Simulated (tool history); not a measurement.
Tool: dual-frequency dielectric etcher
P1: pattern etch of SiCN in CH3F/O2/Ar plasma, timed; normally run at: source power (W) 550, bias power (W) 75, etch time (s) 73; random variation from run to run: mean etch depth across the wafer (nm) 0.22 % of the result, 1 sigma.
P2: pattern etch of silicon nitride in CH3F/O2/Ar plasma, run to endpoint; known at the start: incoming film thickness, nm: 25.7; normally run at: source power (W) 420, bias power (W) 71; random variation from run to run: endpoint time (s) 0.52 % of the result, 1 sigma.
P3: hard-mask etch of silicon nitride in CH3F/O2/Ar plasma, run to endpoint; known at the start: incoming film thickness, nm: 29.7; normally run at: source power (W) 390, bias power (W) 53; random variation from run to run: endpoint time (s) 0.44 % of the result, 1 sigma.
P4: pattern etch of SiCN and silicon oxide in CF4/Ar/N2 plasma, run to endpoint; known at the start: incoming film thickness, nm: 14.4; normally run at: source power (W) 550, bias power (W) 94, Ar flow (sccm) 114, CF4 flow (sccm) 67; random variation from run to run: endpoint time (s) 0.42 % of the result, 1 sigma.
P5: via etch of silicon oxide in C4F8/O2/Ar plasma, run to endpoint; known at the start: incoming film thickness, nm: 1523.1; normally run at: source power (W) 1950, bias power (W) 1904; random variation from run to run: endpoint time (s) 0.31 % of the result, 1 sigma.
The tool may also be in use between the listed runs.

run	hour	process that ran	source power (W)	bias power (W)	etch time (s)	Ar flow (sccm)	CF4 flow (sccm)	hours since the last wet clean	hours since the last source power generator calibration	hours since the last bias power generator calibration	mean etch depth across the wafer (nm)	endpoint time (s)
1	11.1	P1	550	75	73			467.9	648.4	1543.7	30.802	
2	18.4	P1	550	75	73			475.2	655.7	1551	30.917	
3	30.4	P3	470	53				487.2	667.7	1563		44.859
4	37.4	P1	550	92	73			494.2	674.7	1570	33.248	
5	49.4	P5	1950	1904				506.2	686.7	1582		317.63
6	59.5	P3	390	74				516.3	696.8	1592.1		43.316
7	70.2	P4	550	94		82	67	527	707.5	1602.8		12.044
8	79.8	P1	550	52	73			536.6	717.1	1612.4	27.173	
9	89.7	P2	420	71				546.5	727	1622.3		37.991
10	99.5	P2	420	71				556.3	736.8	1632.1		37.971
11	108.5	P1	550	61	52.5			565.3	745.8	1641.1	20.592	
12	121.5	P1	550	75	73			578.3	758.8	1654.1	30.945	
13	127.8	P1	550	75	73			584.6	765.1	1660.4	30.898	
14	134.7	P2	570	71				591.5	772	1667.3		33.675
15	144.9	P2	420	98				601.7	782.2	1677.5		33.83
16	151.6	P1	550	75	41			608.4	788.9	1684.2	17.356	
17	163.6	P4	550	94		114	54	620.4	800.9	1696.2		13.075
18	174.5	P5	1950	1904				631.3	811.8	1707.1		317.51
19	186.2	P1	350	75	73			643	823.5	1718.8	25.981	
20	193.8	P1	550	75	73			650.6	831.1	1726.4	30.844	
21	205	P4	420	94		114	67	661.8	842.3	1737.6		15.947
22	214.6	P1	710	75	73			671.4	851.9	1747.2	34.028	
23	223	P1	550	75	99			679.8	860.3	1755.6	41.775	
24	235.8	P1	550	75	73			692.6	873.1	1768.4	30.688	
25	244.2	P4	550	94		114	67	701	881.5	1776.8		12.712
26	251.6	P3	390	53				708.4	888.9	1784.2		48.168
27	262	P4	550	94		114	67	718.8	899.3	1794.6		12.595
28	274.6	P5	1220	1904				731.4	911.9	1807.2		382.86

The next listed run, before its measurement:
29	285.1	P5	1950	2434				741.9	922.4	1817.7		?

endpoint time (s): 296.1
